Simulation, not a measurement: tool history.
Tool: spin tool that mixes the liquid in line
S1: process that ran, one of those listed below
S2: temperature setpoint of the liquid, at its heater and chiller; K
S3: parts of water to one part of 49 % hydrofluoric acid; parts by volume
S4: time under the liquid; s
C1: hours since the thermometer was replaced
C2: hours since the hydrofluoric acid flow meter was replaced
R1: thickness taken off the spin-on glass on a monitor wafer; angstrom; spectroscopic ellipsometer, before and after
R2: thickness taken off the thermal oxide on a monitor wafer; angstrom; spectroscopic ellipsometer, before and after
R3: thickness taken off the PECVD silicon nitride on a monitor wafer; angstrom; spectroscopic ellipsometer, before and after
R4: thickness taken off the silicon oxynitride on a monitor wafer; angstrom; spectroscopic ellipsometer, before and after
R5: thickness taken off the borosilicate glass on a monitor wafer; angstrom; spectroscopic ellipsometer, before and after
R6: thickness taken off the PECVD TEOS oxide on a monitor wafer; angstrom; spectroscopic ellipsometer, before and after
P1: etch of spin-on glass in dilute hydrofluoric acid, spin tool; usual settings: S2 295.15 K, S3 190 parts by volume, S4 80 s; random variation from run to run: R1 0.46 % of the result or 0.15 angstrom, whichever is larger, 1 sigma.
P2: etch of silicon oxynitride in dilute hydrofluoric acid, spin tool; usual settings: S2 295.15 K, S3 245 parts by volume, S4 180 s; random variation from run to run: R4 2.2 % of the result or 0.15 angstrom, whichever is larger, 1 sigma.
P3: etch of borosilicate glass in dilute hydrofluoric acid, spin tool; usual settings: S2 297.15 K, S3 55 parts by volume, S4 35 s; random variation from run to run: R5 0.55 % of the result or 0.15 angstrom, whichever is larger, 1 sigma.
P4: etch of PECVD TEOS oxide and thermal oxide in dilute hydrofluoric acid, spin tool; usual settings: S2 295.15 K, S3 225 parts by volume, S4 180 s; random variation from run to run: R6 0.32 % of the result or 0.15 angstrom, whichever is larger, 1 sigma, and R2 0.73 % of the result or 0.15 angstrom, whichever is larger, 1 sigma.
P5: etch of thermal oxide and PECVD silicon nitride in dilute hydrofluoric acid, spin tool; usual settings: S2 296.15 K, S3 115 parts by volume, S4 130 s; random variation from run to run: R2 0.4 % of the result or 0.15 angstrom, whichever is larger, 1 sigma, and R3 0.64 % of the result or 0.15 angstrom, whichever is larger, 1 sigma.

{"run": 1, "day": 0.338, "S1": "P1", "S2": 295.15, "S3": 190, "S4": 80, "C1": 306.5, "C2": 577.8, "R1": 97.301}
{"run": 2, "day": 0.642, "S1": "P5", "S2": 290.65, "S3": 115, "S4": 130, "C1": 313.8, "C2": 585.1, "R2": 41.285, "R3": 23.768}
{"run": 3, "day": 0.908, "S1": "P2", "S2": 295.15, "S3": 435, "S4": 180, "C1": 320.2, "C2": 591.5, "R4": 6.16}
{"run": 4, "day": 1.342, "S1": "P3", "S2": 291.65, "S3": 55, "S4": 35, "C1": 330.6, "C2": 601.9, "R5": 193.99}
{"run": 5, "day": 1.642, "S1": "P3", "S2": 297.15, "S3": 55, "S4": 70, "C1": 337.8, "C2": 609.1, "R5": 485.52}
{"run": 6, "day": 1.892, "S1": "P1", "S2": 295.15, "S3": 190, "S4": 120, "C1": 343.8, "C2": 615.1, "R1": 144.78}
{"run": 7, "day": 2.433, "S1": "P1", "S2": 295.15, "S3": 100, "S4": 145, "C1": 356.8, "C2": 628.1, "R1": 366.27}
{"run": 8, "day": 2.758, "S1": "P1", "S2": 295.15, "S3": 190, "S4": 80, "C1": 364.6, "C2": 635.9, "R1": 96.967}
{"run": 9, "day": 3.217, "S1": "P1", "S2": 295.15, "S3": 190, "S4": 80, "C1": 375.6, "C2": 646.9, "R1": 95.829}
{"run": 10, "day": 3.683, "S1": "P5", "S2": 296.15, "S3": 190, "S4": 130, "C1": 386.8, "C2": 658.1, "R2": 28.608, "R3": 20.988}
{"run": 11, "day": 4.088, "S1": "P1", "S2": 301.65, "S3": 190, "S4": 80, "C1": 396.5, "C2": 667.8, "R1": 121.49}
{"run": 12, "day": 4.45, "S1": "P1", "S2": 295.15, "S3": 190, "S4": 80, "C1": 405.2, "C2": 676.5, "R1": 96.836}
{"run": 13, "day": 4.883, "S1": "P4", "S2": 295.15, "S3": 225, "S4": 180, "C1": 415.6, "C2": 686.9, "R2": 30.551, "R6": 94.053}
{"run": 14, "day": 5.167, "S1": "P1", "S2": 290.15, "S3": 190, "S4": 80, "C1": 422.4, "C2": 693.7, "R1": 78.982}
{"day": 5.367, "done": "hydrofluoric acid flow meter replaced"}
{"run": 15, "day": 5.425, "S1": "P2", "S2": 295.15, "S3": 245, "S4": 180, "C1": 428.6, "C2": 1.5, "R4": 12.428}
{"run": 16, "day": 5.704, "S1": "P1", "S2": 295.15, "S3": 190, "S4": 15, "C1": 435.3, "C2": 8.2, "R1": 18.421}
{"run": 17, "day": 6.029, "S1": "P1", "S2": 295.15, "S3": 190, "S4": 80, "C1": 443.1, "C2": 16.0, "R1": 96.665}
{"run": 18, "day": 6.496, "S1": "P1", "S2": 295.15, "S3": 270, "S4": 80, "C1": 454.3, "C2": 27.2, "R1": 62.594}
{"run": 19, "day": 6.846, "S1": "P4", "S2": 295.15, "S3": 130, "S4": 180, "C1": 462.7, "C2": 35.6, "R2": 58.974, "R6": 179.23}
{"run": 20, "day": 7.2, "S1": "P3", "S2": 297.15, "S3": 80, "S4": 35, "C1": 471.2, "C2": 44.1, "R5": 161.45}
{"run": 21, "day": 7.671, "S1": "P4", "S2": 290.15, "S3": 225, "S4": 180, "C1": 482.5, "C2": 55.4, "R2": 24.917, "R6": 77.237}
{"run": 22, "day": 8.162, "S1": "P1", "S2": 295.15, "S3": 45, "S4": 35, "C1": 494.3, "C2": 67.2, "R1": 208.58}
{"run": 23, "day": 8.425, "S1": "P2", "S2": 295.15, "S3": 245, "S4": 335, "C1": 500.6, "C2": 73.5, "R4": 23.019}

Run 24 comes next. What will it give?
{"run": 24, "day": 8.729, "S1": "P5", "S2": 296.15, "S3": 115, "S4": 130, "C1": 507.9, "C2": 80.8, "R2": "?", "R3": "?"}

{"run 24": {"R2": 51.834, "R3": 34.438}}

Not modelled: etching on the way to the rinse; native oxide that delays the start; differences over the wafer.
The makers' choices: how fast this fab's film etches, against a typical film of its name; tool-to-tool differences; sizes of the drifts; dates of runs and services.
